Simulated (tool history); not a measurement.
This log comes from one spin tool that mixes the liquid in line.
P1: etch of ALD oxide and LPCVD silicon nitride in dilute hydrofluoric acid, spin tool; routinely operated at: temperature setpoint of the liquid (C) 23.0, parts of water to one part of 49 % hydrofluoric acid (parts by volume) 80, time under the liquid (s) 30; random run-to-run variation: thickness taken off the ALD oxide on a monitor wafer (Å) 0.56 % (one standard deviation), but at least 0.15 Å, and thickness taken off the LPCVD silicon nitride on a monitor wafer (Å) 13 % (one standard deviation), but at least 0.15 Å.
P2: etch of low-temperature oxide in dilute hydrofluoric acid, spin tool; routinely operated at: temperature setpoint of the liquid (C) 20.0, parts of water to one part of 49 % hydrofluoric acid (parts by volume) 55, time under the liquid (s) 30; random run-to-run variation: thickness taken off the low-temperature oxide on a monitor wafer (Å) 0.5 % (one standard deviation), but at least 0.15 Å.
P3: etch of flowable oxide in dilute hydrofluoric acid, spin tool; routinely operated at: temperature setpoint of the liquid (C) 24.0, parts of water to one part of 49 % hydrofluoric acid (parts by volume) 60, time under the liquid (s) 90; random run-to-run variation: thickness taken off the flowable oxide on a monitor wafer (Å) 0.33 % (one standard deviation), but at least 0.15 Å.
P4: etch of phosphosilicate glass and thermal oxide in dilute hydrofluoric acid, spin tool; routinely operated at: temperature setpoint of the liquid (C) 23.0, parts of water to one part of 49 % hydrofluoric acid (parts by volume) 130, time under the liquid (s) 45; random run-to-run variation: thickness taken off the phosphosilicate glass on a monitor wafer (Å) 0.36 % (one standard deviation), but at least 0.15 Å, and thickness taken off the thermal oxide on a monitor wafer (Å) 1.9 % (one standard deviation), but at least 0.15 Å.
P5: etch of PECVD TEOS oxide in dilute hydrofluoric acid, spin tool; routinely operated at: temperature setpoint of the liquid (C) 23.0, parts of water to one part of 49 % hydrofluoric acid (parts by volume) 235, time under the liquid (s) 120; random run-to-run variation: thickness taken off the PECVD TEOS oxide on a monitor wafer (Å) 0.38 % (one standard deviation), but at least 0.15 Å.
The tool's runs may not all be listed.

run	hour	process that ran	temperature setpoint of the liquid (C)	parts of water to one part of 49 % hydrofluoric acid (parts by volume)	time under the liquid (s)	hours since the thermometer was replaced	hours since the hydrofluoric acid flow meter was replaced	thickness taken off the ALD oxide on a monitor wafer (Å)	thickness taken off the LPCVD silicon nitride on a monitor wafer (Å)	thickness taken off the flowable oxide on a monitor wafer (Å)	thickness taken off the low-temperature oxide on a monitor wafer (Å)	thickness taken off the phosphosilicate glass on a monitor wafer (Å)	thickness taken off the thermal oxide on a monitor wafer (Å)	thickness taken off the PECVD TEOS oxide on a monitor wafer (Å)
1	11.8	P1	23.0	80	30	890.4	317.1	122.140	1.76360					
2	21.1	P3	30.0	60	90	899.7	326.4			641.91				
3	30.6	P2	20.0	95	30	909.2	335.9				41.922			
4	39.6	P4	23.0	40	45	918.2	344.9					1491.70	52.295	
5	47.0	P5	23.0	415	120	925.6	352.3							35.736
6	57.1	P1	23.0	20	30	935.7	362.4	526.940	7.57170					
7	68.3	P3	24.0	25	90	946.9	373.6			1268.60				
8	77.7	P3	24.0	60	25	956.3	383.0			139.91				
9	90.4	P2	20.0	55	50	969.0	395.7				127.140			
10	102.1	P3	24.0	60	90	980.7	407.4			504.35				
11	112.5	P1	23.0	80	30	991.1	417.8	120.780	1.90090					
12	124.2	P4	27.5	130	45	1002.8	429.5					492.26	17.039	
13	137.7	P1	23.0	115	30	1016.3	443.0	81.365	1.55390					
14	144.5	P5	17.5	235	120	1023.1	449.8							60.704
15	152.6	P1	31.5	80	30	1031.2	457.9	171.120	3.19300					
16	163.4	P4	23.0	130	80	1042.0	468.7					734.60	25.382	
17	176.3	P1	23.0	80	30	1054.9	481.6	120.990	1.33050					
18	188.1	P5	23.0	235	45	1066.7	493.4							28.179
19	199.3	P2	28.0	55	30	1077.9	504.6				105.400			
20	207.8	P4	23.0	130	45	1086.4	513.1					412.15	14.103	
21	216.6	P1	17.0	80	30	1095.2	521.9	95.119	1.43200					
22	225.0	P5	23.0	235	120	1103.6	530.3							74.512
23	232.4	P1	23.0	80	45	1111.0	537.7	182.740	3.69140					
24	242.2	P1	23.0	80	15	1120.8	547.5	61.413	0.86449					
25	255.5	P1	23.0	80	30	1134.1	560.8	121.420	1.81870					
26	262.9	P2	20.0	55	30	1141.5	568.2				76.228			
27	269.4	P4	23.0	130	45	1148.0	574.7					413.67	13.686	
28	276.3	P1	23.0	130	15	1154.9	581.6	35.778	0.56337					
29	290.4	P2	20.0	55	30	1169.0	595.7				76.580			
30	299.5	P1	23.0	80	30	1178.1	604.8	122.910	1.52790					
31	310.7	P1	23.0	80	30	1189.3	616.0	122.280	1.84560					
32	321.9	P1	23.0	80	30	1200.5	627.2	123.000	1.44020					
33	336.1	P1	23.0	80	30	1214.7	641.4	127.530	2.03200					
34	343.3	P1	23.0	80	30	1221.9	648.6	129.690	1.98700					
35	357.4	P1	23.0	80	30	1236.0	662.7	130.500	1.99580					
36	364.0	P1	23.0	80	30	1242.6	669.3	130.690	2.64890					
37	371.8	P1	23.0	80	30	1250.4	677.1	130.120	2.45040					

Run 38 is up next; what results do you expect?
38	386.0	P1	23.0	80	30	1264.6	691.3	?	?					

{"run 38": {"thickness taken off the ALD oxide on a monitor wafer (Å)": 130.48, "thickness taken off the LPCVD silicon nitride on a monitor wafer (Å)": 2.0102}}
